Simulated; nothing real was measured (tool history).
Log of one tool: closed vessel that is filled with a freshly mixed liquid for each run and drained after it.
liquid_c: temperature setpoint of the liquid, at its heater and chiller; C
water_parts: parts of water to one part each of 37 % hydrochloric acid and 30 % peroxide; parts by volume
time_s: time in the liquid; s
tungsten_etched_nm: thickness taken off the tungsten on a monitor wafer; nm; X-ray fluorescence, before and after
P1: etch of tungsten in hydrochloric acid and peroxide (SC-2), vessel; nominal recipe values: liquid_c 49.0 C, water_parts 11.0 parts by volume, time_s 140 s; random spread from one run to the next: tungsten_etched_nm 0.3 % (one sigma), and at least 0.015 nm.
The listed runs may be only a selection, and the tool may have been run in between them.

| run | day | liquid_c | water_parts | time_s | hours since the thermometer was replaced | hours since the chemicals flow meter was replaced | hours since the drum of peroxide was connected | tungsten_etched_nm |
|---|---|---|---|---|---|---|---|---|
| 1 | 0.125 | 49.0 | 11.0 | 140 | 528.7 | 512.4 | 426.3 | 47.0310 |
| 2 | 0.258 | 49.0 | 11.0 | 140 | 531.9 | 515.6 | 429.5 | 47.3050 |
| 3 | 0.354 | 49.0 | 11.0 | 140 | 534.2 | 517.9 | 431.8 | 47.1170 |
|  | 0.383 | chemicals flow meter replaced |
| 4 | 0.554 | 38.5 | 11.0 | 45 | 539.0 | 4.2 | 436.6 | 7.3338 |
| 5 | 0.729 | 49.0 | 20.0 | 140 | 543.2 | 8.4 | 440.8 | 27.8910 |
|  | 0.817 | new drum of peroxide connected |
| 6 | 0.867 | 49.0 | 11.0 | 140 | 546.5 | 11.7 | 1.2 | 47.2090 |
| 7 | 1.025 | 35.0 | 11.0 | 140 | 550.3 | 15.5 | 5.0 | 17.6510 |
| 8 | 1.204 | 49.0 | 11.0 | 140 | 554.6 | 19.8 | 9.3 | 47.0540 |
| 9 | 1.371 | 63.5 | 11.0 | 270 | 558.6 | 23.8 | 13.3 | 230.9800 |
| 10 | 1.554 | 60.5 | 14.5 | 140 | 563.0 | 28.2 | 17.7 | 78.0690 |
| 11 | 1.700 | 59.0 | 11.0 | 140 | 566.5 | 31.7 | 21.2 | 90.6400 |
| 12 | 1.879 | 49.0 | 4.0 | 140 | 570.8 | 36.0 | 25.5 | 101.9000 |
| 13 | 2.021 | 49.0 | 11.0 | 30 | 574.2 | 39.4 | 28.9 | 10.0970 |
| 14 | 2.179 | 49.0 | 11.0 | 140 | 578.0 | 43.2 | 32.7 | 46.8460 |
| 15 | 2.383 | 49.0 | 11.0 | 140 | 582.9 | 48.1 | 37.6 | 47.1190 |
| 16 | 2.521 | 49.0 | 11.0 | 230 | 586.2 | 51.4 | 40.9 | 77.1000 |
| 17 | 2.633 | 49.0 | 11.0 | 140 | 588.9 | 54.1 | 43.6 | 47.0360 |
| 18 | 2.738 | 49.0 | 11.0 | 140 | 591.4 | 56.6 | 46.1 | 48.7170 |
| 19 | 2.854 | 49.0 | 11.0 | 140 | 594.2 | 59.4 | 48.9 | 49.8490 |
| 20 | 2.971 | 49.0 | 11.0 | 140 | 597.0 | 62.2 | 51.7 | 50.7200 |
| 21 | 3.154 | 49.0 | 11.0 | 140 | 601.4 | 66.6 | 56.1 | 51.0280 |

Run 22 has not been measured yet. What should we expect?
| 22 | 3.312 | 49.0 | 11.0 | 140 | 605.2 | 70.4 | 59.9 | ? |

tungsten_etched_nm: 51.2910 nm
